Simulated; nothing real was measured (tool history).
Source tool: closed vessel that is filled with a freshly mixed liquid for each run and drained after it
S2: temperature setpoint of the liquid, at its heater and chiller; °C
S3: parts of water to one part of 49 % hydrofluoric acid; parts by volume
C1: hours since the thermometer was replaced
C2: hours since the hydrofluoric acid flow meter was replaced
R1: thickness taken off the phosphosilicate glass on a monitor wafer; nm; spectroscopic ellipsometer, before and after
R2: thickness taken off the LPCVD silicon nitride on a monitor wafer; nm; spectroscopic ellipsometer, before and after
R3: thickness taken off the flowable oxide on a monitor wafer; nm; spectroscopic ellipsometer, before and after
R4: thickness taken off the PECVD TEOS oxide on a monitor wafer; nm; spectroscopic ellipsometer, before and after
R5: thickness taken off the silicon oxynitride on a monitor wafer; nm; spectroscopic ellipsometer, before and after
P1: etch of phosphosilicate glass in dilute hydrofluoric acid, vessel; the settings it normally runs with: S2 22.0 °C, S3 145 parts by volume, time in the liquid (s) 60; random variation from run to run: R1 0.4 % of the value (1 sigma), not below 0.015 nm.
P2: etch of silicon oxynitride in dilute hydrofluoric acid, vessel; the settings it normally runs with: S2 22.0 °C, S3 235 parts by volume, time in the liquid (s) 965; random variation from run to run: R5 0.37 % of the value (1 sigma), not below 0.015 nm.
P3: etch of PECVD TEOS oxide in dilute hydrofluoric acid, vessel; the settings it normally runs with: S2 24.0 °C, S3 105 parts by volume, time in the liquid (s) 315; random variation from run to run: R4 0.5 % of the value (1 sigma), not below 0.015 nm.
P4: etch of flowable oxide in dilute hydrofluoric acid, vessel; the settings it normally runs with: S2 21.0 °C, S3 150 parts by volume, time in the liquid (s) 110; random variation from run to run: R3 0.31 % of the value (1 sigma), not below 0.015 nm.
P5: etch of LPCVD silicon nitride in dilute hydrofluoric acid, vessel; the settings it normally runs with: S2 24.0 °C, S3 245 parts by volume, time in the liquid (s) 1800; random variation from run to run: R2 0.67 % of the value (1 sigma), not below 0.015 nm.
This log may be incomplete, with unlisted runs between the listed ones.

Run 1, hour 16.3: process that ran P1, S2 22.0 °C, S3 145 parts by volume, time in the liquid (s) 60; C1 1363.7; C2 163.5. Result: R1 39.044 nm.
Run 2, hour 31.0: process that ran P5, S2 24.0 °C, S3 245 parts by volume, time in the liquid (s) 270; C1 1378.4; C2 178.2. Result: R2 0.52931 nm.
Run 3, hour 39.3: process that ran P1, S2 17.0 °C, S3 145 parts by volume, time in the liquid (s) 60; C1 1386.7; C2 186.5. Result: R1 32.009 nm.
Run 4, hour 53.3: process that ran P4, S2 21.0 °C, S3 265 parts by volume, time in the liquid (s) 110; C1 1400.7; C2 200.5. Result: R3 7.2635 nm.
Run 5, hour 63.3: process that ran P1, S2 22.0 °C, S3 95 parts by volume, time in the liquid (s) 60; C1 1410.7; C2 210.5. Result: R1 63.092 nm.
Run 6, hour 74.3: process that ran P3, S2 28.0 °C, S3 105 parts by volume, time in the liquid (s) 315; C1 1421.7; C2 221.5. Result: R4 52.0030 nm.
Run 7, hour 88.5: process that ran P1, S2 26.0 °C, S3 145 parts by volume, time in the liquid (s) 60; C1 1435.9; C2 235.7. Result: R1 45.019 nm.
Run 8, hour 99.1: process that ran P1, S2 22.0 °C, S3 145 parts by volume, time in the liquid (s) 60; C1 1446.5; C2 246.3. Result: R1 39.012 nm.
Run 9, hour 114.6: process that ran P5, S2 24.0 °C, S3 335 parts by volume, time in the liquid (s) 1800; C1 1462.0; C2 261.8. Result: R2 2.50450 nm.
Run 10, hour 122.8: process that ran P2, S2 22.0 °C, S3 235 parts by volume, time in the liquid (s) 965; C1 1470.2; C2 270.0. Result: R5 12.06200 nm.
Run 11, hour 140.7: process that ran P1, S2 27.5 °C, S3 145 parts by volume, time in the liquid (s) 85; C1 1488.1; C2 287.9. Result: R1 67.996 nm.
Run 12, hour 149.2: process that ran P4, S2 17.0 °C, S3 150 parts by volume, time in the liquid (s) 110; C1 1496.6; C2 296.4. Result: R3 12.3210 nm.
Run 13, hour 158.3: process that ran P1, S2 17.0 °C, S3 145 parts by volume, time in the liquid (s) 115; C1 1505.7; C2 305.5. Result: R1 60.913 nm.
Run 14, hour 168.4: process that ran P4, S2 21.0 °C, S3 150 parts by volume, time in the liquid (s) 175; C1 1515.8; C2 315.6. Result: R3 22.9450 nm.
Run 15, hour 178.2: process that ran P1, S2 22.0 °C, S3 145 parts by volume, time in the liquid (s) 95; C1 1525.6; C2 325.4. Result: R1 61.523 nm.
Run 16, hour 196.4: process that ran P2, S2 22.0 °C, S3 235 parts by volume, time in the liquid (s) 30; C1 1543.8; C2 343.6. Result: R5 0.36554 nm.
Run 17, hour 212.3: process that ran P1, S2 22.0 °C, S3 145 parts by volume, time in the liquid (s) 60; C1 1559.7; C2 359.5. Result: R1 39.001 nm.
Run 18, hour 222.5: process that ran P1, S2 22.0 °C, S3 145 parts by volume, time in the liquid (s) 60; C1 1569.9; C2 369.7. Result: R1 39.254 nm.
Run 19, hour 235.9: process that ran P3, S2 24.0 °C, S3 105 parts by volume, time in the liquid (s) 315; C1 1583.3; C2 383.1. Result: R4 44.3270 nm.
Run 20, hour 246.2: process that ran P2, S2 22.0 °C, S3 430 parts by volume, time in the liquid (s) 965; C1 1593.6; C2 393.4. Result: R5 5.80250 nm.
Run 21, hour 255.9: process that ran P1, S2 22.0 °C, S3 145 parts by volume, time in the liquid (s) 60; C1 1603.3; C2 403.1. Result: R1 39.178 nm.
Run 22, hour 265.3: process that ran P1, S2 22.0 °C, S3 145 parts by volume, time in the liquid (s) 30; C1 1612.7; C2 412.5. Result: R1 19.597 nm.
Run 23, hour 278.6: process that ran P2, S2 17.0 °C, S3 235 parts by volume, time in the liquid (s) 965; C1 1626.0; C2 425.8. Result: R5 9.65270 nm.
Run 24, hour 291.4: process that ran P1, S2 22.0 °C, S3 145 parts by volume, time in the liquid (s) 60; C1 1638.8; C2 438.6. Result: R1 39.151 nm.
Run 25, hour 308.9: process that ran P5, S2 17.0 °C, S3 245 parts by volume, time in the liquid (s) 1800; C1 1656.3; C2 456.1. Result: R2 2.18390 nm.
Run 26, hour 318.6: process that ran P4, S2 21.0 °C, S3 150 parts by volume, time in the liquid (s) 110; C1 1666.0; C2 465.8. Result: R3 14.4310 nm.
Run 27, hour 331.4: process that ran P5, S2 24.0 °C, S3 245 parts by volume, time in the liquid (s) 1800; C1 1678.8; C2 478.6. Result: R2 3.35350 nm.
Run 28, hour 348.8: process that ran P3, S2 24.0 °C, S3 30 parts by volume, time in the liquid (s) 315; C1 1696.2; C2 496.0. Result: R4 171.2400 nm.
Run 29, hour 363.9: process that ran P3, S2 24.0 °C, S3 105 parts by volume, time in the liquid (s) 30; C1 1711.3; C2 511.1. Result: R4 4.2281 nm.
Run 30, hour 371.9: process that ran P5, S2 24.0 °C, S3 245 parts by volume, time in the liquid (s) 1800; C1 1719.3; C2 519.1. Result: R2 3.42660 nm.
Run 31, hour 384.0: process that ran P1, S2 22.0 °C, S3 145 parts by volume, time in the liquid (s) 60; C1 1731.4; C2 531.2. Result: R1 38.928 nm.
Run 32, hour 399.2: process that ran P1, S2 22.0 °C, S3 230 parts by volume, time in the liquid (s) 60; C1 1746.6; C2 546.4. Result: R1 22.399 nm.
Run 33, hour 407.6: process that ran P1, S2 22.0 °C, S3 145 parts by volume, time in the liquid (s) 60; C1 1755.0; C2 554.8. Result: R1 38.946 nm.
Run 34, hour 419.8: process that ran P1, S2 22.0 °C, S3 145 parts by volume, time in the liquid (s) 60; C1 1767.2; C2 567.0. Result: R1 39.763 nm.
Run 35, hour 429.9: process that ran P1, S2 22.0 °C, S3 145 parts by volume, time in the liquid (s) 60; C1 1777.3; C2 577.1. Result: R1 40.164 nm.
Run 36, hour 438.6: process that ran P1, S2 22.0 °C, S3 145 parts by volume, time in the liquid (s) 60; C1 1786.0; C2 585.8. Result: R1 40.375 nm.
Run 37, hour 453.2: process that ran P1, S2 22.0 °C, S3 145 parts by volume, time in the liquid (s) 60; C1 1800.6; C2 600.4. Result: R1 41.172 nm.
Run 38, hour 465.3: process that ran P1, S2 22.0 °C, S3 145 parts by volume, time in the liquid (s) 60; C1 1812.7; C2 612.5. Result: R1 40.952 nm.
Run 39, hour 478.8: process that ran P1, S2 22.0 °C, S3 145 parts by volume, time in the liquid (s) 60; C1 1826.2; C2 626.0. Result: R1 41.121 nm.
Run 40, hour 487.1: process that ran P1, S2 22.0 °C, S3 145 parts by volume, time in the liquid (s) 60; C1 1834.5; C2 634.3. Result: R1 41.193 nm.
Run 41, hour 504.8: process that ran P1, S2 22.0 °C, S3 145 parts by volume, time in the liquid (s) 60; C1 1852.2; C2 652.0. Result: R1 41.386 nm.
Run 42, hour 517.7: process that ran P1, S2 22.0 °C, S3 145 parts by volume, time in the liquid (s) 60; C1 1865.1; C2 664.9. Result: R1 41.197 nm.

The log shows P1 creeping away from where it was. Any of the 2 causes listed here, at the size stated for it, fits the log just as well as the others:
A: hydrofluoric acid flow above the setpoint (%) = 5.06
B: liquid hotter than its thermometer reads (K) = 1.47
The creep began at about hour 407.6.

Of the 4 check runs below, each run on 2 wafers with the results averaged and each result still a question mark, which one would tell the listed causes apart?
Run check 1, hour 530.6: process that ran P5, S2 21.0 °C, S3 245 parts by volume, time in the liquid (s) 1800. Result: R2 ?.
Run check 2, hour 530.6: process that ran P2, S2 22.0 °C, S3 365 parts by volume, time in the liquid (s) 40. Result: R5 ?.
Run check 3, hour 530.6: process that ran P4, S2 17.0 °C, S3 150 parts by volume, time in the liquid (s) 110. Result: R3 ?.
Run check 4, hour 530.6: process that ran P3, S2 24.0 °C, S3 65 parts by volume, time in the liquid (s) 155. Result: R4 ?.

How each check would come out, cause by cause:
  check  result     if A     if B
check 1      R2  2.94420  3.08080
check 2      R5  0.31515  0.31554
check 3      R3  12.9910  13.0360
check 4      R4  39.2670  39.5040
Per check, the gap between the least separated pair of causes, taken in the result that splits them most: check 1 4.53 %; check 2 0.12 %; check 3 0.35 %; check 4 0.6 %
Only in check 1 would the causes give clearly different results; in the remaining checks their results would be nearly the same.

Check 1 has now been run. It gave: R2 2.96780 nm. Which of the candidate causes is it?

A is the cause: hydrofluoric acid flow above the setpoint (%).
